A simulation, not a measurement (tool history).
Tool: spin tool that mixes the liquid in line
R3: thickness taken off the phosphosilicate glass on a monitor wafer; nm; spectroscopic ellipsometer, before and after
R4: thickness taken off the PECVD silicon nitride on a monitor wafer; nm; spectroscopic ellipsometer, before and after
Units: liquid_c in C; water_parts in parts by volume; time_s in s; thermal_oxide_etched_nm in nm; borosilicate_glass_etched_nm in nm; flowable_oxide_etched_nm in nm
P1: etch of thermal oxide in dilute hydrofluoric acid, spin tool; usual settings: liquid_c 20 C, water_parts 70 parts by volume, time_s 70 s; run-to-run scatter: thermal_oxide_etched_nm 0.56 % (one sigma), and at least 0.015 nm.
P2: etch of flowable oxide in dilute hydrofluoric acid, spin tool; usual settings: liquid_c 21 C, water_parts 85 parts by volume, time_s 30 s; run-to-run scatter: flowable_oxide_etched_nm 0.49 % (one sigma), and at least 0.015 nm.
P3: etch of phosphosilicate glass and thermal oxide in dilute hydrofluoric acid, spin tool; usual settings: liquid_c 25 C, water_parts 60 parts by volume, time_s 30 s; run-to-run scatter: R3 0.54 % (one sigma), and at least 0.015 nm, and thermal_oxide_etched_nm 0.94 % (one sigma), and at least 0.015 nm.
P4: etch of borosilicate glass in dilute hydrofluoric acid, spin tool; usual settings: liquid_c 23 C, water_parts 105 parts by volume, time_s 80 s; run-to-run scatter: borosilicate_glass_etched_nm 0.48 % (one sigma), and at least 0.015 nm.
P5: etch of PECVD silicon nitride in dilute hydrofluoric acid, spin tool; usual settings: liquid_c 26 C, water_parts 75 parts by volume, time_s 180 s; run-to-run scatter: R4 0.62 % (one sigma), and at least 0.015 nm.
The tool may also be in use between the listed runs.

run 1 hour=8 | process=P1 liquid_c=20 water_parts=70 time_s=70 | thermal_oxide_etched_nm=4.1148
run 2 hour=22.4 | process=P1 liquid_c=20 water_parts=40 time_s=70 | thermal_oxide_etched_nm=7.4686
run 3 hour=30.7 | process=P1 liquid_c=20 water_parts=70 time_s=15 | thermal_oxide_etched_nm=0.87883
run 4 hour=41.6 | process=P1 liquid_c=20 water_parts=70 time_s=70 | thermal_oxide_etched_nm=4.0744
run 5 hour=55.5 | process=P1 liquid_c=20 water_parts=95 time_s=115 | thermal_oxide_etched_nm=4.8008
run 6 hour=66.9 | process=P4 liquid_c=23 water_parts=175 time_s=80 | borosilicate_glass_etched_nm=14.223
run 7 hour=75.2 | process=P4 liquid_c=30 water_parts=105 time_s=80 | borosilicate_glass_etched_nm=33.529
run 8 hour=84.1 | process=P3 liquid_c=25 water_parts=60 time_s=30 | thermal_oxide_etched_nm=2.5814 R3=32.316
run 9 hour=97.2 | process=P1 liquid_c=20 water_parts=70 time_s=70 | thermal_oxide_etched_nm=4.1347
run 10 hour=107.1 | process=P1 liquid_c=20 water_parts=105 time_s=70 | thermal_oxide_etched_nm=2.6668
run 11 hour=116.7 | process=P5 liquid_c=31.5 water_parts=75 time_s=180 | R4=6.6645
run 12 hour=125 | process=P2 liquid_c=21 water_parts=145 time_s=30 | flowable_oxide_etched_nm=7.9561
run 13 hour=132.5 | process=P5 liquid_c=26 water_parts=120 time_s=180 | R4=2.9765
run 14 hour=144.9 | process=P3 liquid_c=29 water_parts=60 time_s=30 | thermal_oxide_etched_nm=3.0891 R3=37.941
run 15 hour=153.9 | process=P3 liquid_c=25 water_parts=60 time_s=45 | thermal_oxide_etched_nm=3.9983 R3=49.21
run 16 hour=164.9 | process=P1 liquid_c=20 water_parts=70 time_s=70 | thermal_oxide_etched_nm=4.1377
run 17 hour=177.7 | process=P1 liquid_c=20 water_parts=70 time_s=70 | thermal_oxide_etched_nm=4.134
run 18 hour=191.8 | process=P4 liquid_c=23 water_parts=105 time_s=80 | borosilicate_glass_etched_nm=25.815
run 19 hour=201.5 | process=P5 liquid_c=26 water_parts=75 time_s=320 | R4=8.3817
run 20 hour=209.9 | process=P5 liquid_c=26 water_parts=75 time_s=180 | R4=4.7597
run 21 hour=219.4 | process=P1 liquid_c=24 water_parts=70 time_s=70 | thermal_oxide_etched_nm=4.8338
run 22 hour=232.1 | process=P4 liquid_c=23 water_parts=105 time_s=120 | borosilicate_glass_etched_nm=38.431
run 23 hour=238.6 | process=P1 liquid_c=20 water_parts=70 time_s=125 | thermal_oxide_etched_nm=7.3107
run 24 hour=248 | process=P3 liquid_c=25 water_parts=30 time_s=30 | thermal_oxide_etched_nm=5.5014 R3=67.943
run 25 hour=261.8 | process=P5 liquid_c=26 water_parts=75 time_s=180 | R4=4.7578
run 26 hour=274.2 | process=P1 liquid_c=20 water_parts=70 time_s=70 | thermal_oxide_etched_nm=4.1294
run 27 hour=287.8 | process=P4 liquid_c=23 water_parts=105 time_s=80 | borosilicate_glass_etched_nm=25.645
run 28 hour=300.8 | process=P1 liquid_c=20 water_parts=70 time_s=70 | thermal_oxide_etched_nm=4.0741
run 29 hour=310.8 | process=P1 liquid_c=17 water_parts=70 time_s=70 | thermal_oxide_etched_nm=3.6018
run 30 hour=323.5 | process=P2 liquid_c=27 water_parts=85 time_s=30 | flowable_oxide_etched_nm=18.297
run 31 hour=332.2 | process=P2 liquid_c=21 water_parts=85 time_s=30 | flowable_oxide_etched_nm=14.384
run 32 hour=346.6 | process=P2 liquid_c=21 water_parts=85 time_s=15 | flowable_oxide_etched_nm=7.2365
run 33 hour=355.5 | process=P1 liquid_c=20 water_parts=70 time_s=70 | thermal_oxide_etched_nm=4.1096
run 34 hour=367.7 | process=P1 liquid_c=20 water_parts=70 time_s=70 | thermal_oxide_etched_nm=3.9261
run 35 hour=379.1 | process=P1 liquid_c=20 water_parts=70 time_s=70 | thermal_oxide_etched_nm=3.8556
run 36 hour=388.5 | process=P1 liquid_c=20 water_parts=70 time_s=70 | thermal_oxide_etched_nm=3.8126
run 37 hour=399.5 | process=P1 liquid_c=20 water_parts=70 time_s=70 | thermal_oxide_etched_nm=3.8035
run 38 hour=408.2 | process=P1 liquid_c=20 water_parts=70 time_s=70 | thermal_oxide_etched_nm=3.7704
run 39 hour=414.8 | process=P1 liquid_c=20 water_parts=70 time_s=70 | thermal_oxide_etched_nm=3.7684
run 40 hour=423 | process=P1 liquid_c=20 water_parts=70 time_s=70 | thermal_oxide_etched_nm=3.7673
run 41 hour=431.4 | process=P1 liquid_c=20 water_parts=70 time_s=70 | thermal_oxide_etched_nm=3.7281

What P1 gives has crept away from where it was. These 2 causes fit the log equally well, each at the size given:
A: liquid colder than its thermometer reads (K) = 2.3
B: hydrofluoric acid flow below the setpoint (%) = 8.56
The creep began at about hour 355.5.

4 check runs are offered, one wafer each, their results left as question marks. Which one tells the causes apart?
run check 1 hour=439.8 | process=P5 liquid_c=26 water_parts=75 time_s=180 | R4=?
run check 2 hour=439.8 | process=P4 liquid_c=23 water_parts=105 time_s=80 | borosilicate_glass_etched_nm=?
run check 3 hour=439.8 | process=P3 liquid_c=25 water_parts=60 time_s=30 | thermal_oxide_etched_nm=? R3=?
run check 4 hour=439.8 | process=P2 liquid_c=21 water_parts=85 time_s=30 | flowable_oxide_etched_nm=?

What each check would give under each cause:
check=check_1 result=R4 if_A=4.0557 if_B=4.3224
check=check_2 result=borosilicate_glass_etched_nm if_A=23.379 if_B=23.181
check=check_3 result=thermal_oxide_etched_nm if_A=2.3924 if_B=2.3852
check=check_3 result=R3 if_A=29.53 if_B=29.441
check=check_4 result=flowable_oxide_etched_nm if_A=13.178 if_B=13.135
How far apart the two closest causes lie, in the result that separates them most: check 1 6.37 %; check 2 0.85 %; check 3 0.3 %; check 4 0.33 %
Only check 1 tells the causes apart: in the others they would give nearly the same result.

Then check 1 was run and gave: R4 4.297 nm. Which cause is it?

It is B: hydrofluoric acid flow below the setpoint (%).

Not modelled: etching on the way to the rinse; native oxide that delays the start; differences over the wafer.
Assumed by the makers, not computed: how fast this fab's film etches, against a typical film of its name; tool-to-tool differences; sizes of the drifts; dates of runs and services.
